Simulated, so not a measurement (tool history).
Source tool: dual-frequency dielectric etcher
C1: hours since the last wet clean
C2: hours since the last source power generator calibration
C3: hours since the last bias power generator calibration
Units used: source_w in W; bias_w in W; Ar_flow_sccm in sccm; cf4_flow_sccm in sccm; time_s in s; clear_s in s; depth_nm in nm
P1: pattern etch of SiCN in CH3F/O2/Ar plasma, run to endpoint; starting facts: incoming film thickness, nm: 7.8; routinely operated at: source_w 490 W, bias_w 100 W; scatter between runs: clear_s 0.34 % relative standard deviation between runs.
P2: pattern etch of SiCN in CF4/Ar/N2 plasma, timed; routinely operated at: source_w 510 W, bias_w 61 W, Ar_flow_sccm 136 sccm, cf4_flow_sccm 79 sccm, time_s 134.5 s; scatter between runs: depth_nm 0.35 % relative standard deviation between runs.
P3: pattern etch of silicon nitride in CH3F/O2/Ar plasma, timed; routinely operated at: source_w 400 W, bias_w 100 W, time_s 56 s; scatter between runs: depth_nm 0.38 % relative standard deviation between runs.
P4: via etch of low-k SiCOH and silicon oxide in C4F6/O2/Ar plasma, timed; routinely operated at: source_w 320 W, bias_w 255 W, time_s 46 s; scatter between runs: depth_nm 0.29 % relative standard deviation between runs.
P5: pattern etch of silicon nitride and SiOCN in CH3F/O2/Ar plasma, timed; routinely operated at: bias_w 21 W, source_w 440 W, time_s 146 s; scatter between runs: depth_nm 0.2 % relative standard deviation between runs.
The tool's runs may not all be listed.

Run 1, hour 10.8: process P1, source_w 490 W, bias_w 100 W; C1 295.1; C2 993.2; C3 2158.8. Result: clear_s 16.467 s.
Run 2, hour 18.7: process P2, source_w 510 W, bias_w 61 W, Ar_flow_sccm 136 sccm, cf4_flow_sccm 109 sccm, time_s 134.5 s; C1 303; C2 1001.1; C3 2166.7. Result: depth_nm 126.46 nm.
Run 3, hour 29.6: process P4, source_w 320 W, bias_w 148 W, time_s 46 s; C1 313.9; C2 1012; C3 2177.6. Result: depth_nm 102.27 nm.
Run 4, hour 40.7: process P5, source_w 440 W, bias_w 13 W, time_s 146 s; C1 325; C2 1023.1; C3 2188.7. Result: depth_nm 16.387 nm.
Run 5, hour 47.8: process P1, source_w 490 W, bias_w 100 W; C1 332.1; C2 1030.2; C3 2195.8. Result: clear_s 16.554 s.
At hour 49.5: source power generator calibrated.
Run 6, hour 61.4: process P1, source_w 680 W, bias_w 100 W; C1 345.7; C2 11.9; C3 2209.4. Result: clear_s 14.682 s.
Run 7, hour 69.1: process P5, source_w 440 W, bias_w 21 W, time_s 84 s; C1 353.4; C2 19.6; C3 2217.1. Result: depth_nm 11.487 nm.
Run 8, hour 77.7: process P5, source_w 440 W, bias_w 21 W, time_s 146 s; C1 362; C2 28.2; C3 2225.7. Result: depth_nm 19.979 nm.
Run 9, hour 86.2: process P2, source_w 310 W, bias_w 61 W, Ar_flow_sccm 136 sccm, cf4_flow_sccm 79 sccm, time_s 134.5 s; C1 370.5; C2 36.7; C3 2234.2. Result: depth_nm 77.555 nm.
Run 10, hour 94.3: process P1, source_w 490 W, bias_w 82 W; C1 378.6; C2 44.8; C3 2242.3. Result: clear_s 17.646 s.
Run 11, hour 108.3: process P3, source_w 510 W, bias_w 100 W, time_s 56 s; C1 392.6; C2 58.8; C3 2256.3. Result: depth_nm 49.698 nm.
Run 12, hour 120.6: process P4, source_w 320 W, bias_w 255 W, time_s 46 s; C1 404.9; C2 71.1; C3 2268.6. Result: depth_nm 122.2 nm.
Run 13, hour 129.5: process P3, source_w 400 W, bias_w 100 W, time_s 56 s; C1 413.8; C2 80; C3 2277.5. Result: depth_nm 45.352 nm.
Run 14, hour 142.5: process P1, source_w 620 W, bias_w 130 W; C1 426.8; C2 93; C3 2290.5. Result: clear_s 13.656 s.
Run 15, hour 155.6: process P4, source_w 390 W, bias_w 255 W, time_s 46 s; C1 439.9; C2 106.1; C3 2303.6. Result: depth_nm 131.8 nm.
At hour 157: bias power generator calibrated.
Run 16, hour 168.9: process P2, source_w 510 W, bias_w 61 W, Ar_flow_sccm 136 sccm, cf4_flow_sccm 79 sccm, time_s 134.5 s; C1 453.2; C2 119.4; C3 12. Result: depth_nm 120.03 nm.
Run 17, hour 176.1: process P1, source_w 490 W, bias_w 100 W; C1 460.4; C2 126.6; C3 19.2. Result: clear_s 16.567 s.
Run 18, hour 187.4: process P4, source_w 320 W, bias_w 255 W, time_s 46 s; C1 471.7; C2 137.9; C3 30.5. Result: depth_nm 121.96 nm.
Run 19, hour 194.9: process P2, source_w 510 W, bias_w 61 W, Ar_flow_sccm 109 sccm, cf4_flow_sccm 79 sccm, time_s 134.5 s; C1 479.2; C2 145.4; C3 38. Result: depth_nm 124.39 nm.
Run 20, hour 209.2: process P3, source_w 400 W, bias_w 100 W, time_s 31 s; C1 493.5; C2 159.7; C3 52.3. Result: depth_nm 25.369 nm.
Run 21, hour 218.3: process P3, source_w 400 W, bias_w 128 W, time_s 56 s; C1 502.6; C2 168.8; C3 61.4. Result: depth_nm 49.796 nm.
Run 22, hour 225.3: process P4, source_w 320 W, bias_w 255 W, time_s 32.5 s; C1 509.6; C2 175.8; C3 68.4. Result: depth_nm 85.78 nm.
Run 23, hour 239.3: process P2, source_w 510 W, bias_w 61 W, Ar_flow_sccm 136 sccm, cf4_flow_sccm 79 sccm, time_s 96 s; C1 523.6; C2 189.8; C3 82.4. Result: depth_nm 85.582 nm.
Run 24, hour 252.9: process P2, source_w 510 W, bias_w 61 W, Ar_flow_sccm 136 sccm, cf4_flow_sccm 79 sccm, time_s 134.5 s; C1 537.2; C2 203.4; C3 96. Result: depth_nm 119.52 nm.
Run 25, hour 264.7: process P1, source_w 380 W, bias_w 100 W; C1 549; C2 215.2; C3 107.8. Result: clear_s 18.057 s.
Run 26, hour 275: process P1, source_w 490 W, bias_w 100 W; C1 559.3; C2 225.5; C3 118.1. Result: clear_s 16.591 s.
Run 27, hour 288.7: process P5, source_w 590 W, bias_w 21 W, time_s 146 s; C1 573; C2 239.2; C3 131.8. Result: depth_nm 22.195 nm.
Run 28, hour 298.9: process P2, source_w 510 W, bias_w 82 W, Ar_flow_sccm 136 sccm, cf4_flow_sccm 79 sccm, time_s 134.5 s; C1 583.2; C2 249.4; C3 142. Result: depth_nm 133.11 nm.
Run 29, hour 309.2: process P1, source_w 610 W, bias_w 71 W; C1 593.5; C2 259.7; C3 152.3. Result: clear_s 17.186 s.
Run 30, hour 322.2: process P1, source_w 490 W, bias_w 127 W; C1 606.5; C2 272.7; C3 165.3. Result: clear_s 15.148 s.

For run 31, what comes out?
Run 31, hour 330.4: process P1, source_w 490 W, bias_w 100 W; C1 614.7; C2 280.9; C3 173.5. Result: clear_s ?.

clear_s: 16.47 s
